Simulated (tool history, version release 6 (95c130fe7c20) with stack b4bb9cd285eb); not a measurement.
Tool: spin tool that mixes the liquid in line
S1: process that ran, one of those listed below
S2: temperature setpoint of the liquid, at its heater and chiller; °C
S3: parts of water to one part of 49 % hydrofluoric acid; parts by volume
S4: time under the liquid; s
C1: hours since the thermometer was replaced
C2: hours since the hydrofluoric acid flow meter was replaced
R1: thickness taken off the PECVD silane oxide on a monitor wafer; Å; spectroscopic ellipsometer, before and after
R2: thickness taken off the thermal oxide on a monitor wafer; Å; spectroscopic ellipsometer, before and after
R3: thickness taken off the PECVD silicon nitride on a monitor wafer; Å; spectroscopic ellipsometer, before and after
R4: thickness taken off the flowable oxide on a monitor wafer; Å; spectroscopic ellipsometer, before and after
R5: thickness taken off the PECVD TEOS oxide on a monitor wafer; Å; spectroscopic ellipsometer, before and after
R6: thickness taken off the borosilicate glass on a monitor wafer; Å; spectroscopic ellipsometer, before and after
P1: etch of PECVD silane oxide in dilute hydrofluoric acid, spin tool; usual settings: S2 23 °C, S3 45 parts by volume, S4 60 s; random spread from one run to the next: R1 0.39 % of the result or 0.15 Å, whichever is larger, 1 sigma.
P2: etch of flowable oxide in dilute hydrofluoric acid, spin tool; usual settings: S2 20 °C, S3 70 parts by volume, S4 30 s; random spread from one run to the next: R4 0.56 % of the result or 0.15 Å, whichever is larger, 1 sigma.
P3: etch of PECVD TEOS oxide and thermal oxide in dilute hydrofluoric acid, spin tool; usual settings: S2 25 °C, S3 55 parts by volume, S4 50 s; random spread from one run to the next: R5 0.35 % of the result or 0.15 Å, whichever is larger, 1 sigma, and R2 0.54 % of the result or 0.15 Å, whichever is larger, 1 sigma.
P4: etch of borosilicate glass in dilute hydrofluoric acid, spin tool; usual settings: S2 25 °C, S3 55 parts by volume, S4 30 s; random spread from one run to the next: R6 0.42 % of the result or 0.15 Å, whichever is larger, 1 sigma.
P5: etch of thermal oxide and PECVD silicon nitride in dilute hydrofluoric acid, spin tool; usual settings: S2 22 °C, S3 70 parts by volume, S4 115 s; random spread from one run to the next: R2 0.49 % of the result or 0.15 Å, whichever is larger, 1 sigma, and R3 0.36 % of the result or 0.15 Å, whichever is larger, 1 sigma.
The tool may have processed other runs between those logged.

run   hour  S1    S2   S3   S4     C1      C2      R1      R2      R3      R4      R5      R6
  1    9.9  P1    23   45   60  443.2    1454  395.02
  2   18.5  P1    17   45   60  451.8  1462.6  302.59
  3   23.5  P5    22   70   20  456.8  1467.6          12.643  14.478
  4   32.5  P2    20  105   30  465.8  1476.6                          114.17
  5   40.4  P3    25   80   50  473.7  1484.5          34.047                  190.88
  6   49.6  P2    17   70   30  482.9  1493.7                          156.92
  7   57.7  P1    23   45   60    491  1501.8  394.71
  8   66.5  P4    32   55   30  499.8  1510.6                                          198.34
  9   76.2  P1    23   45   60  509.5  1520.3  393.03
 10   82.2  P1    23   45   60  515.5  1526.3  391.42
 11   89.2  P1    23   65   60  522.5  1533.3  264.48
 12   94.3  P4    25   85   30  527.6  1538.4                                          93.686
 13  102.7  P4    25   55   15    536  1546.8                                          74.628
 14  109.1  P4    25   55   30  542.4  1553.2                                          149.86
 15  115.7  P2    20   70   15    549  1559.8                          89.321
 16  120.1  P5  17.5   70  115  553.4  1564.2          58.375  59.835
 17  125.3  P1    23   25   60  558.6  1569.4  722.39
 18  130.3  P1  26.5   20   60  563.6  1574.4  1060.8
 19  135.1  P1    23   45   60  568.4  1579.2  392.02
 20  139.4  P5    22  115  115  572.7  1583.5          41.056  50.443
 21  148.1  P3    25   55   50  581.4  1592.2          51.025                  288.56
 22  157.9  P1    23   45   90  591.2    1602  587.34
 23  166.5  P1    17   45   30  599.8  1610.6  151.43
 24  175.3  P5    22   70  115  608.6  1619.4          71.404  81.737
 25  179.9  P2    20   70   30  613.2    1624                           179.3
 26  186.5  P1    23   45   60  619.8  1630.6  390.88

Run 27 is up next; what results do you expect?
 27  191.5  P1  23  45  15  624.8  1635.6   ?

Run 27 came out at R1 98.54 Å.
